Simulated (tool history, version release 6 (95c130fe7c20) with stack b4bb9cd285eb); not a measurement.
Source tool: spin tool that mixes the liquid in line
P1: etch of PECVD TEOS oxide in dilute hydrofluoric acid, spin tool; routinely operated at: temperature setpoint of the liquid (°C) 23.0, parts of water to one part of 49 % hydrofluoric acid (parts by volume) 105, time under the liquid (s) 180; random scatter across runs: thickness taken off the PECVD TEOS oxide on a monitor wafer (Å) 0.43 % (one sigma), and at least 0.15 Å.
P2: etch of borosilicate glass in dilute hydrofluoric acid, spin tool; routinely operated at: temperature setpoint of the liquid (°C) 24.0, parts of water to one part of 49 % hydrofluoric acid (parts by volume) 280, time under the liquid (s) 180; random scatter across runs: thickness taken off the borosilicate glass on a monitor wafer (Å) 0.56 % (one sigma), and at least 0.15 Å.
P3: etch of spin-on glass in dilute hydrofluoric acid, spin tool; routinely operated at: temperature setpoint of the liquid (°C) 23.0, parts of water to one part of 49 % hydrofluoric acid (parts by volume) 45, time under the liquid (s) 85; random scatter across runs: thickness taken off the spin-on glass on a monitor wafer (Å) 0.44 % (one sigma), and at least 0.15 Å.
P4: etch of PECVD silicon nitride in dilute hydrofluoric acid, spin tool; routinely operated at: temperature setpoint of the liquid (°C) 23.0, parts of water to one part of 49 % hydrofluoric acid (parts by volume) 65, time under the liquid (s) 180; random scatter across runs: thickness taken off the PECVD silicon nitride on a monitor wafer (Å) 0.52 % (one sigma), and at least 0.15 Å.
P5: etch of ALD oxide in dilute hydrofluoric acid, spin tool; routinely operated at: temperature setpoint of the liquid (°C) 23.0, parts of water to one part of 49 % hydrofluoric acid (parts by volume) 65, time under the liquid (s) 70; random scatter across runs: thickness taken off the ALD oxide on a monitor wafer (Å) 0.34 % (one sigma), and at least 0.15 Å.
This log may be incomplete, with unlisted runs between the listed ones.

run	day	process that ran	temperature setpoint of the liquid (°C)	parts of water to one part of 49 % hydrofluoric acid (parts by volume)	time under the liquid (s)	thickness taken off the PECVD TEOS oxide on a monitor wafer (Å)	thickness taken off the spin-on glass on a monitor wafer (Å)	thickness taken off the ALD oxide on a monitor wafer (Å)	thickness taken off the borosilicate glass on a monitor wafer (Å)	thickness taken off the PECVD silicon nitride on a monitor wafer (Å)
1	0.533	P1	23.0	105	180	481.37				
2	1.083	P3	23.0	45	85		511.390			
3	1.567	P5	19.0	65	70			275.980		
4	2.179	P1	23.0	105	180	476.02				
5	2.533	P2	24.0	280	180				89.259	
6	3.212	P1	23.0	145	180	332.08				
7	3.646	P3	23.0	20	85		1185.600			
8	4.242	P1	23.0	105	180	482.13				
9	4.621	P3	30.5	45	85		682.950			
10	5.017	P3	23.0	45	15		89.386			
11	5.612	P1	27.0	65	180	961.39				
12	6.083	P5	23.0	65	15			69.868		
13	6.446	P1	23.0	105	180	482.07				
14	7.108	P1	23.0	105	180	482.94				
15	7.704	P4	23.0	65	180					50.260
16	8.346	P4	23.0	65	180					50.525
17	8.746	P1	23.0	105	355	958.05				
18	9.138	P1	23.0	65	180	821.51				
19	9.796	P4	23.0	65	345					95.996
20	10.329	P5	23.0	65	70			325.830		
21	10.871	P4	17.0	65	180					33.098
22	11.492	P5	23.0	90	70			228.130		
23	11.954	P1	27.0	105	180	563.73				
24	12.496	P1	18.5	105	180	399.66				
25	12.950	P2	17.0	280	180				68.561	
26	13.312	P4	23.0	20	180					156.650
27	13.871	P1	23.0	105	180	481.80				
28	14.204	P2	24.0	280	285				141.160	
29	14.604	P1	23.0	105	95	254.17				
30	15.250	P2	24.0	50	180				649.360	
31	15.617	P1	23.0	105	180	476.82				
32	15.962	P1	23.0	105	180	491.32				
33	16.462	P1	23.0	105	180	500.14				
34	17.083	P1	23.0	105	180	508.20				
35	17.433	P1	23.0	105	180	512.74				
36	18.088	P1	23.0	105	180	518.62				
37	18.617	P1	23.0	105	180	517.02				
38	19.254	P1	23.0	105	180	523.93				
39	19.833	P1	23.0	105	180	521.87				
40	20.404	P1	23.0	105	180	518.99				

The output of P1 has drifted from where it used to be. Each of the 2 causes below, taken at the size shown beside it, accounts for the log equally well:
A: hydrofluoric acid flow above the setpoint (%) = 7.42
B: liquid hotter than its thermometer reads (K) = 2.04
The creep began at about day 15.617.

Consider the 4 single-wafer check runs listed below, results given as question marks: which one distinguishes between the causes by giving clearly different results for each?
check 1	20.975	P2	19.5	60	180				?	
check 2	20.975	P5	23.0	80	70			?		
check 3	20.975	P4	23.0	25	250					?
check 4	20.975	P3	29.5	45	15		?			

How each check would come out, cause by cause:
check	result	if A	if B
check 1	thickness taken off the borosilicate glass on a monitor wafer (Å)	477.400	481.870
check 2	thickness taken off the ALD oxide on a monitor wafer (Å)	281.090	282.080
check 3	thickness taken off the PECVD silicon nitride on a monitor wafer (Å)	188.610	202.410
check 4	thickness taken off the spin-on glass on a monitor wafer (Å)	125.360	125.830
Smallest distance between any two causes, each pair judged by its most separating result, in per cent: check 1 0.93 %; check 2 0.35 %; check 3 7.06 %; check 4 0.37 %
Check 3 is the one run that separates the causes; every other check would come out nearly the same whichever cause is at work.

Here is what check 3 returned: thickness taken off the PECVD silicon nitride on a monitor wafer (Å) 190.090. Which cause is it?

It is A: hydrofluoric acid flow above the setpoint (%).
